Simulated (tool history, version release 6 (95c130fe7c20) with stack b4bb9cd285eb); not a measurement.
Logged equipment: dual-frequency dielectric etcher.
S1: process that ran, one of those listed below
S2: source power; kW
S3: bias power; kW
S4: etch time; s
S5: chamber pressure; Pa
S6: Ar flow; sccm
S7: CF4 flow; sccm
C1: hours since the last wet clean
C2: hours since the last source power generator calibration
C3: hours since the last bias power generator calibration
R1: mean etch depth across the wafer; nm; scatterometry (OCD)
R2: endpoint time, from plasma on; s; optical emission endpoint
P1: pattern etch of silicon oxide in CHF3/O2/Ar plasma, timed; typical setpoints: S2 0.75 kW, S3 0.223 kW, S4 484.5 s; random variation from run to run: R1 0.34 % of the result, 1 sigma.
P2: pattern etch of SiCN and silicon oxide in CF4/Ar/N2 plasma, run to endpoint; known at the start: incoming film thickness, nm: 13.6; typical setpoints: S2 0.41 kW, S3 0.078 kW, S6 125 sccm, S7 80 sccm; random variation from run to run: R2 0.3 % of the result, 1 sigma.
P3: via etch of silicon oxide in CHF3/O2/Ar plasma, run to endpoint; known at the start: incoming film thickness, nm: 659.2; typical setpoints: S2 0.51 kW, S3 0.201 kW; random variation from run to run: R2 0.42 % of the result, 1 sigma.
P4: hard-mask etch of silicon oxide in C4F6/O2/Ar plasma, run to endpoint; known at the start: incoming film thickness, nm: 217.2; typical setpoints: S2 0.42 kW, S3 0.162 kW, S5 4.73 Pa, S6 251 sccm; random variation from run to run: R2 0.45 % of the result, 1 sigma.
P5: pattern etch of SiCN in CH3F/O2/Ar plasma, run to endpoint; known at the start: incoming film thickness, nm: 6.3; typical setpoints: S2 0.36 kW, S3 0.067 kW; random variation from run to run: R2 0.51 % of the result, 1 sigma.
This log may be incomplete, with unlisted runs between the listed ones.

run   hour  S1    S2     S3     S4    S5   S6   S7     C1      C2      C3      R1      R2
  1    5.9  P1  0.75  0.223  484.5                   82.4  1050.6  2902.7  1121.2
  2   13.5  P4  0.42   0.11         4.73  251          90  1058.2  2910.3          76.955
  3   19.9  P1  0.93  0.223  365.5                   96.4  1064.6  2916.7  918.78
  4   28.1  P5  0.36  0.046                         104.6  1072.8  2924.9          20.547
  5   37.2  P1  1.04  0.223  484.5                  113.7  1081.9    2934  1265.2
      37.6  -- source power generator calibrated
  6   41.8  P1  0.75  0.223  695.5                  118.3     4.2  2938.6  1610.8
  7     47  P4  0.42  0.162         4.73  299       123.5     9.4  2943.8          70.898
  8   52.7  P3  0.62  0.201                         129.2    15.1  2949.5          306.11
  9   57.8  P1  0.57  0.223  484.5                  134.3    20.2  2954.6  1007.1
 10   63.8  P1  0.75  0.177  681.5                  140.3    26.2  2960.6  1460.4
 11   72.2  P3  0.51  0.201                         148.7    34.6    2969          329.97
 12     79  P2   0.5  0.078               125   80  155.5    41.4  2975.8          14.037
 13   84.1  P5  0.29  0.067                         160.6    46.5  2980.9          19.668
 14   90.3  P1  0.75  0.223  484.5                  166.8    52.7  2987.1  1122.2
 15   96.5  P2  0.41  0.078               125   80    173    58.9  2993.3           16.77
 16  102.3  P1  0.75  0.167  484.5                  178.8    64.7  2999.1  1019.6
 17  108.2  P1  0.75  0.223  484.5                  184.7    70.6    3005  1117.7
 18    116  P2  0.41  0.078               125  112  192.5    78.4  3012.8          16.051
 19  123.4  P2  0.41  0.053               125   80  199.9    85.8  3020.2          19.185
 20    130  P1  0.75  0.273  484.5                  206.5    92.4  3026.8  1202.7
 21  135.2  P5  0.36  0.067                         211.7    97.6    3032          18.003
 22  141.3  P1  0.75  0.223  484.5                  217.8   103.7  3038.1    1121
 23  147.3  P1  0.75  0.223    273                  223.8   109.7  3044.1  632.76
       156  -- bias power generator calibrated
 24  156.2  P3  0.51  0.261                         232.7   118.6     0.2          302.69
 25  162.8  P1  0.75  0.223  484.5                  239.3   125.2     6.8  1126.9
 26  168.2  P2  0.41  0.078                84   80  244.7   130.6    12.2          15.842
 27  177.1  P1  0.75  0.223  484.5                  253.6   139.5    21.1  1122.8
 28  183.1  P4  0.29  0.162         4.73  251       259.6   145.5    27.1          80.379
 29  192.2  P4  0.42  0.162          3.4  251       268.7   154.6    36.2          65.638
 30  197.7  P4  0.42  0.162         4.73  251       274.2   160.1    41.7          68.781
 31  204.4  P3  0.51  0.201                         280.9   166.8    48.4          330.55
 32  213.3  P1  0.75  0.223  484.5                  289.8   175.7    57.3  1126.5
 33  221.5  P1  0.75  0.223  484.5                    298   183.9    65.5  1130.2
 34  229.6  P1  0.75  0.223  484.5                  306.1     192    73.6  1141.3
 35  238.3  P1  0.75  0.223  484.5                  314.8   200.7    82.3  1136.3
       241  -- wet clean of the chamber
 36  242.7  P1  0.75  0.223  484.5                    1.7   205.1    86.7  1136.2
 37  247.2  P1  0.75  0.223  484.5                    6.2   209.6    91.2  1141.7
 38  252.5  P1  0.75  0.223  484.5                   11.5   214.9    96.5  1138.9

P1 has crept away from where it was. The log is fitted equally well by each of these 2 causes, at the sizes shown:
A: bias power that arrives over what is set, % = 5
B: source power that arrives over what is set, % = 4.55
Creep in the process output first set in at about hour 213.3.
Excluded causes, each with its reason:
chamber walls in a state that raises the etch rate, %: serviced at hour 241, after the change had begun; the process did not return to its earlier output

Which of the 4 check runs listed below separates the causes, so that each cause would produce a clearly different result? Each run uses one wafer, and its results are marked with question marks.
check 1  257.8  P3  0.51  0.201                                      ?
check 2  257.8  P4  0.42  0.162      4.73  251                       ?
check 3  257.8  P2  0.41  0.078            125  80                   ?
check 4  257.8  P5  0.36  0.067                                      ?

What each check would give under each cause:
  check  result    if A    if B
check 1      R2  324.51  324.56
check 2      R2  67.954  67.791
check 3      R2  16.514  16.156
check 4      R2  17.831  17.838
Per check, the gap between the least separated pair of causes, taken in the result that splits them most: check 1 0.02 %; check 2 0.24 %; check 3 2.19 %; check 4 0.04 %
Only in check 3 would the causes give clearly different results; in the remaining checks their results would be nearly the same.

After running check 3, the following was obtained: R2 16.616 s. Which cause does this point to?

It was cause A: bias power that arrives over what is set, %.

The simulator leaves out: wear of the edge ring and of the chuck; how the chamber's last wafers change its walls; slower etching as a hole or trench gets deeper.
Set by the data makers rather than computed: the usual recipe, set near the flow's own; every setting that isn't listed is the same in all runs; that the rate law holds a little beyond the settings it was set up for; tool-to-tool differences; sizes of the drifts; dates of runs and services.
